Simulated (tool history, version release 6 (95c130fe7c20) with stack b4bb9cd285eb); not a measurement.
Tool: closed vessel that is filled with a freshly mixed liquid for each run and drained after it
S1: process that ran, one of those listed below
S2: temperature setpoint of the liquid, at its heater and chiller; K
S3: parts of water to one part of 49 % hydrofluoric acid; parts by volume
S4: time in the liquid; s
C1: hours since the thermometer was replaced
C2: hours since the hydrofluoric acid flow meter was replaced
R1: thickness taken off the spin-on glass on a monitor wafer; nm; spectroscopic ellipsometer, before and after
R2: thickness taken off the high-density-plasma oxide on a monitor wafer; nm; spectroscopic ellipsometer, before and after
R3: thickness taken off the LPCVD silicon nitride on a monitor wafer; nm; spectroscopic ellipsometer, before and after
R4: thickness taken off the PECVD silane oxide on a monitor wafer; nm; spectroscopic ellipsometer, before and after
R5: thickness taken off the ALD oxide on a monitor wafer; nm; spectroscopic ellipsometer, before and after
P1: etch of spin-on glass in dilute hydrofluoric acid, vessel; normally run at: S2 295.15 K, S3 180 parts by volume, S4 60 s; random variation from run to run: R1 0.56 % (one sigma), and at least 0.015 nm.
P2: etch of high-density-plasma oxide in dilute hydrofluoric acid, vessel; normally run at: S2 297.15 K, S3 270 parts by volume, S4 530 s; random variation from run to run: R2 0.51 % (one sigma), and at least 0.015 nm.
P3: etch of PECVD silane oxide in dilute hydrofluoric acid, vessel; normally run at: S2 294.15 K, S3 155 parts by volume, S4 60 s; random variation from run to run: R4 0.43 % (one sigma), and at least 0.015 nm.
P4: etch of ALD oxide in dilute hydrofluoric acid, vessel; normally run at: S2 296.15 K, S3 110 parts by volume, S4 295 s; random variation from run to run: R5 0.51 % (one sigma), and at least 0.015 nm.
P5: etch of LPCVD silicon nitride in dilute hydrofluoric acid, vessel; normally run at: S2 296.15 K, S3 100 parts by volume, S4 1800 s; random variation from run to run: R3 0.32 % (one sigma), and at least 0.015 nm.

| run | day | S1 | S2 | S3 | S4 | C1 | C2 | R1 | R2 | R3 | R4 | R5 |
|---|---|---|---|---|---|---|---|---|---|---|---|---|
| 1 | 0.183 | P1 | 295.15 | 180 | 60 | 554.6 | 406.1 | 10.071 |  |  |  |  |
| 2 | 0.346 | P2 | 297.15 | 270 | 30 | 558.5 | 410 |  | 0.54249 |  |  |  |
| 3 | 0.475 | P5 | 296.15 | 100 | 3515 | 561.6 | 413.1 |  |  | 14.687 |  |  |
| 4 | 0.617 | P1 | 302.15 | 180 | 60 | 565 | 416.5 | 12.969 |  |  |  |  |
| 5 | 0.746 | P3 | 290.15 | 155 | 60 | 568.1 | 419.6 |  |  |  | 9.7492 |  |
| 6 | 0.962 | P1 | 295.15 | 180 | 60 | 573.3 | 424.8 | 10.095 |  |  |  |  |
| 7 | 1.088 | P4 | 291.65 | 110 | 295 | 576.3 | 427.8 |  |  |  |  | 34.21 |
| 8 | 1.25 | P4 | 296.15 | 110 | 295 | 580.2 | 431.7 |  |  |  |  | 41.863 |
| 9 | 1.383 | P1 | 290.15 | 180 | 35 | 583.4 | 434.9 | 4.8688 |  |  |  |  |
| 10 | 1.496 | P1 | 290.15 | 95 | 60 | 586.1 | 437.6 | 16.831 |  |  |  |  |
| 11 | 1.712 | P1 | 290.15 | 180 | 60 | 591.3 | 442.8 | 8.2691 |  |  |  |  |
|  | 1.738 | hydrofluoric acid flow meter replaced |
| 12 | 1.838 | P1 | 295.15 | 180 | 105 | 594.3 | 2.4 | 17.625 |  |  |  |  |
| 13 | 2.05 | P5 | 296.15 | 100 | 1800 | 599.4 | 7.5 |  |  | 7.562 |  |  |
| 14 | 2.3 | P2 | 297.15 | 270 | 530 | 605.4 | 13.5 |  | 9.7484 |  |  |  |
| 15 | 2.446 | P5 | 296.15 | 185 | 1800 | 608.9 | 17 |  |  | 4.1118 |  |  |
| 16 | 2.588 | P5 | 290.15 | 100 | 1800 | 612.3 | 20.4 |  |  | 4.9926 |  |  |
| 17 | 2.696 | P1 | 295.15 | 45 | 60 | 614.9 | 23 | 46.681 |  |  |  |  |
| 18 | 2.883 | P1 | 295.15 | 180 | 60 | 619.4 | 27.5 | 9.9736 |  |  |  |  |
| 19 | 3.075 | P4 | 296.15 | 110 | 295 | 624 | 32.1 |  |  |  |  | 41.484 |
| 20 | 3.279 | P1 | 295.15 | 180 | 60 | 628.9 | 37 | 9.9978 |  |  |  |  |
| 21 | 3.388 | P3 | 294.15 | 40 | 60 | 631.5 | 39.6 |  |  |  | 50.589 |  |
| 22 | 3.558 | P3 | 294.15 | 155 | 60 | 635.6 | 43.7 |  |  |  | 11.396 |  |
| 23 | 3.7 | P2 | 302.15 | 270 | 530 | 639 | 47.1 |  | 11.54 |  |  |  |
| 24 | 3.854 | P1 | 295.15 | 180 | 30 | 642.7 | 50.8 | 5.0368 |  |  |  |  |
| 25 | 4.017 | P4 | 296.15 | 150 | 295 | 646.6 | 54.7 |  |  |  |  | 29.032 |
| 26 | 4.154 | P4 | 296.15 | 110 | 560 | 649.9 | 58 |  |  |  |  | 78.885 |
| 27 | 4.288 | P1 | 295.15 | 280 | 60 | 653.1 | 61.2 | 5.8489 |  |  |  |  |
| 28 | 4.404 | P3 | 294.15 | 155 | 60 | 655.9 | 64 |  |  |  | 11.405 |  |
| 29 | 4.617 | P2 | 297.15 | 475 | 530 | 661 | 69.1 |  | 4.6331 |  |  |  |
| 30 | 4.779 | P3 | 294.15 | 155 | 95 | 664.9 | 73 |  |  |  | 18.058 |  |
| 31 | 4.888 | P1 | 295.15 | 180 | 60 | 667.5 | 75.6 | 10.076 |  |  |  |  |
| 32 | 5.125 | P1 | 295.15 | 180 | 60 | 673.2 | 81.3 | 9.5593 |  |  |  |  |
| 33 | 5.317 | P1 | 295.15 | 180 | 60 | 677.8 | 85.9 | 9.4812 |  |  |  |  |
| 34 | 5.525 | P1 | 295.15 | 180 | 60 | 682.8 | 90.9 | 9.216 |  |  |  |  |
| 35 | 5.642 | P1 | 295.15 | 180 | 60 | 685.6 | 93.7 | 9.2973 |  |  |  |  |
| 36 | 5.825 | P1 | 295.15 | 180 | 60 | 690 | 98.1 | 9.2304 |  |  |  |  |
| 37 | 6 | P1 | 295.15 | 180 | 60 | 694.2 | 102.3 | 9.2693 |  |  |  |  |
| 38 | 6.246 | P1 | 295.15 | 180 | 60 | 700.1 | 108.2 | 9.115 |  |  |  |  |
| 39 | 6.475 | P1 | 295.15 | 180 | 60 | 705.6 | 113.7 | 9.2178 |  |  |  |  |
| 40 | 6.688 | P1 | 295.15 | 180 | 60 | 710.7 | 118.8 | 9.172 |  |  |  |  |

What P1 gives has crept away from where it was. These 2 causes fit the log equally well, each at the size given:
A: hydrofluoric acid flow below the setpoint (%) = 7.17
B: liquid colder than its thermometer reads (K) = 2.3
The creep began at about day 4.888.

4 check runs are offered, one wafer each, their results left as question marks. Which one tells the causes apart?
| check 1 | 6.9 | P2 | 297.15 | 270 | 530 |  |  |  | ? |  |  |  |
| check 2 | 6.9 | P3 | 294.15 | 155 | 60 |  |  |  |  |  | ? |  |
| check 3 | 6.9 | P5 | 296.15 | 100 | 1800 |  |  |  |  | ? |  |  |
| check 4 | 6.9 | P4 | 296.15 | 110 | 295 |  |  |  |  |  |  | ? |

What each check would give under each cause:
| check | result | if A | if B |
|---|---|---|---|
| check 1 | R2 | 8.8984 | 9.0109 |
| check 2 | R4 | 10.416 | 10.37 |
| check 3 | R3 | 7.0112 | 6.4654 |
| check 4 | R5 | 38.02 | 37.722 |
How far apart the two closest causes lie, in the result that separates them most: check 1 1.26 %; check 2 0.44 %; check 3 8.1 %; check 4 0.79 %
Check 3 tells the causes apart: in the others they would give nearly the same result.

Check 3 was then run and gave: R3 6.4707 nm. Which cause is it?

It is B: liquid colder than its thermometer reads (K).

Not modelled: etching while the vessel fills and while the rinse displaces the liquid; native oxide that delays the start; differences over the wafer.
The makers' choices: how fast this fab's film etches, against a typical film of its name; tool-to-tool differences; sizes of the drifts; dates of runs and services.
